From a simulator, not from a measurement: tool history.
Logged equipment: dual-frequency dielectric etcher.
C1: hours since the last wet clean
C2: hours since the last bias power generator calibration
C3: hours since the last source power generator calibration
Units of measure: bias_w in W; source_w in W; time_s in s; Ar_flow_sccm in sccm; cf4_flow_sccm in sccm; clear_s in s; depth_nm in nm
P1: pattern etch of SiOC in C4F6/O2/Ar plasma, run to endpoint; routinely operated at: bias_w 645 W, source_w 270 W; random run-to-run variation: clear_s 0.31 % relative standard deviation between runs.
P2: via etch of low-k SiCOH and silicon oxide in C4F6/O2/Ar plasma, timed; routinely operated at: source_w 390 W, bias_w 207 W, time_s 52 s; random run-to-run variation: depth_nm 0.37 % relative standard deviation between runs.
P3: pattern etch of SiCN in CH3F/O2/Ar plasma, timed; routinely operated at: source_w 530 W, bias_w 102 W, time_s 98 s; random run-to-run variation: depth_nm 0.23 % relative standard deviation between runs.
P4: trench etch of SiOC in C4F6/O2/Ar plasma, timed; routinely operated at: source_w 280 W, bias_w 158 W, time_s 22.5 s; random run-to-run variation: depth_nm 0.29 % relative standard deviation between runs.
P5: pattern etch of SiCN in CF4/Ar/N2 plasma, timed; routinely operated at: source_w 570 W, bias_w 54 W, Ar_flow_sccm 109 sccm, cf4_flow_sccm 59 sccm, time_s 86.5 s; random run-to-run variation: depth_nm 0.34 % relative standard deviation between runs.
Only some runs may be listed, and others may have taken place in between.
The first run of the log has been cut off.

{"run": 2, "hour": 24.7, "process": "P3", "bias_w": 69, "source_w": 530, "time_s": 98, "C1": 460.3, "C2": 3225.9, "C3": 656.6, "depth_nm": 39.387}
{"run": 3, "hour": 37.0, "process": "P4", "bias_w": 158, "source_w": 280, "time_s": 22.5, "C1": 472.6, "C2": 3238.2, "C3": 668.9, "depth_nm": 37.691}
{"run": 4, "hour": 45.5, "process": "P1", "bias_w": 645, "source_w": 270, "C1": 481.1, "C2": 3246.7, "C3": 677.4, "clear_s": 12.614}
{"run": 5, "hour": 58.7, "process": "P1", "bias_w": 854, "source_w": 210, "C1": 494.3, "C2": 3259.9, "C3": 690.6, "clear_s": 12.243}
{"run": 6, "hour": 71.9, "process": "P5", "bias_w": 54, "source_w": 570, "time_s": 86.5, "Ar_flow_sccm": 73, "cf4_flow_sccm": 59, "C1": 507.5, "C2": 3273.1, "C3": 703.8, "depth_nm": 86.005}
{"run": 7, "hour": 87.2, "process": "P4", "bias_w": 158, "source_w": 180, "time_s": 22.5, "C1": 522.8, "C2": 3288.4, "C3": 719.1, "depth_nm": 31.833}
{"run": 8, "hour": 99.6, "process": "P1", "bias_w": 645, "source_w": 270, "C1": 535.2, "C2": 3300.8, "C3": 731.5, "clear_s": 12.667}
{"run": 9, "hour": 114.0, "process": "P5", "bias_w": 54, "source_w": 690, "time_s": 86.5, "Ar_flow_sccm": 109, "cf4_flow_sccm": 59, "C1": 549.6, "C2": 3315.2, "C3": 745.9, "depth_nm": 95.41}
{"run": 10, "hour": 130.2, "process": "P4", "bias_w": 94, "source_w": 280, "time_s": 22.5, "C1": 565.8, "C2": 3331.4, "C3": 762.1, "depth_nm": 32.282}
{"run": 11, "hour": 142.0, "process": "P2", "bias_w": 207, "source_w": 390, "time_s": 52, "C1": 577.6, "C2": 3343.2, "C3": 773.9, "depth_nm": 150.35}
{"run": 12, "hour": 151.1, "process": "P2", "bias_w": 207, "source_w": 230, "time_s": 52, "C1": 586.7, "C2": 3352.3, "C3": 783, "depth_nm": 123.37}
{"run": 13, "hour": 163.8, "process": "P2", "bias_w": 207, "source_w": 390, "time_s": 52, "C1": 599.4, "C2": 3365, "C3": 795.7, "depth_nm": 151.55}
{"run": 14, "hour": 173.9, "process": "P5", "bias_w": 31, "source_w": 570, "time_s": 86.5, "Ar_flow_sccm": 109, "cf4_flow_sccm": 59, "C1": 609.5, "C2": 3375.1, "C3": 805.8, "depth_nm": 67.574}
{"run": 15, "hour": 182.7, "process": "P5", "bias_w": 54, "source_w": 570, "time_s": 86.5, "Ar_flow_sccm": 109, "cf4_flow_sccm": 59, "C1": 618.3, "C2": 3383.9, "C3": 814.6, "depth_nm": 80.2}
{"run": 16, "hour": 195.3, "process": "P1", "bias_w": 458, "source_w": 270, "C1": 630.9, "C2": 3396.5, "C3": 827.2, "clear_s": 14.332}
{"run": 17, "hour": 208.7, "process": "P5", "bias_w": 54, "source_w": 570, "time_s": 127, "Ar_flow_sccm": 109, "cf4_flow_sccm": 59, "C1": 644.3, "C2": 3409.9, "C3": 840.6, "depth_nm": 117.5}
{"run": 18, "hour": 223.0, "process": "P1", "bias_w": 825, "source_w": 220, "C1": 658.6, "C2": 3424.2, "C3": 854.9, "clear_s": 12.313}
{"run": 19, "hour": 235.3, "process": "P1", "bias_w": 645, "source_w": 200, "C1": 670.9, "C2": 3436.5, "C3": 867.2, "clear_s": 13.984}
{"run": 20, "hour": 248.4, "process": "P5", "bias_w": 54, "source_w": 570, "time_s": 86.5, "Ar_flow_sccm": 109, "cf4_flow_sccm": 37, "C1": 684, "C2": 3449.6, "C3": 880.3, "depth_nm": 73.344}
{"run": 21, "hour": 265.1, "process": "P4", "bias_w": 158, "source_w": 280, "time_s": 22.5, "C1": 700.7, "C2": 3466.3, "C3": 897, "depth_nm": 37.782}
{"run": 22, "hour": 274.2, "process": "P4", "bias_w": 158, "source_w": 280, "time_s": 32.5, "C1": 709.8, "C2": 3475.4, "C3": 906.1, "depth_nm": 54.279}
{"run": 23, "hour": 283.0, "process": "P3", "bias_w": 102, "source_w": 530, "time_s": 98, "C1": 718.6, "C2": 3484.2, "C3": 914.9, "depth_nm": 45.43}

Run 24 is up next; what results do you expect?
{"run": 24, "hour": 292.8, "process": "P1", "bias_w": 418, "source_w": 170, "C1": 728.4, "C2": 3494, "C3": 924.7, "clear_s": "?"}

Run 24 measured clear_s 17.671 s.
